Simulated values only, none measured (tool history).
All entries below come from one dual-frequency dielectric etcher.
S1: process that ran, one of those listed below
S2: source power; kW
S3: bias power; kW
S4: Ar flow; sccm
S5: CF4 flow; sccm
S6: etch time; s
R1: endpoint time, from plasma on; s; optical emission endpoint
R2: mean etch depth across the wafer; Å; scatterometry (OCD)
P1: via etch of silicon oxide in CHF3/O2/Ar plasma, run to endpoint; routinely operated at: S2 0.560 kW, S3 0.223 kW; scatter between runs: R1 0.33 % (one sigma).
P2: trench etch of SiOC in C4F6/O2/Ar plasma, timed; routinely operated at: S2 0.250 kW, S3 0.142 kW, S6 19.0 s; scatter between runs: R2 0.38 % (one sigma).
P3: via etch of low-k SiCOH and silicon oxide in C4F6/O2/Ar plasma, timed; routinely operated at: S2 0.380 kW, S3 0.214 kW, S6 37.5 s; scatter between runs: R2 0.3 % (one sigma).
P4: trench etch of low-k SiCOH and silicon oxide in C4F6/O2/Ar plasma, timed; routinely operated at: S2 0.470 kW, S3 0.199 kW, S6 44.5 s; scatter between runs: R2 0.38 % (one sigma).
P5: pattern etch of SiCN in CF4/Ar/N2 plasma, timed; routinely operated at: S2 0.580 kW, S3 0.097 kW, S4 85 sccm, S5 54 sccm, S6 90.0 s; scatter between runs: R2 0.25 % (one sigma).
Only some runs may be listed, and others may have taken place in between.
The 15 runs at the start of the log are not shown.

run	day	S1	S2	S3	S4	S5	S6	R1	R2
16	5.654	P3	0.380	0.286			37.5		997.08
17	6.029	P3	0.380	0.214			37.5		902.14
18	6.371	P1	0.560	0.310				224.85	
19	6.858	P1	0.560	0.141				293.85	
20	7.154	P5	0.580	0.097	85	54	90.0		1051.40
21	7.508	P2	0.250	0.105			19.0		278.67
22	7.912	P4	0.470	0.199			44.5		1557.00
23	8.358	P3	0.380	0.214			28.5		690.52
24	8.746	P5	0.580	0.097	85	54	59.5		697.41
25	9.192	P1	0.560	0.223				252.13	
26	9.462	P2	0.250	0.142			13.5		218.65
27	9.962	P5	0.580	0.097	85	54	90.0		1050.00
28	10.367	P1	0.710	0.303				207.44	
29	10.679	P4	0.470	0.199			44.5		1557.30
30	11.033	P1	0.360	0.223				297.88	
31	11.533	P1	0.560	0.223				251.97	
32	11.962	P1	0.560	0.223				253.41	
33	12.208	P1	0.560	0.223				254.03	
34	12.696	P1	0.560	0.223				254.35	

What will run 35 give?
35	13.196	P1	0.560	0.223				?	

Run 35 came out at R1 256.79 s.

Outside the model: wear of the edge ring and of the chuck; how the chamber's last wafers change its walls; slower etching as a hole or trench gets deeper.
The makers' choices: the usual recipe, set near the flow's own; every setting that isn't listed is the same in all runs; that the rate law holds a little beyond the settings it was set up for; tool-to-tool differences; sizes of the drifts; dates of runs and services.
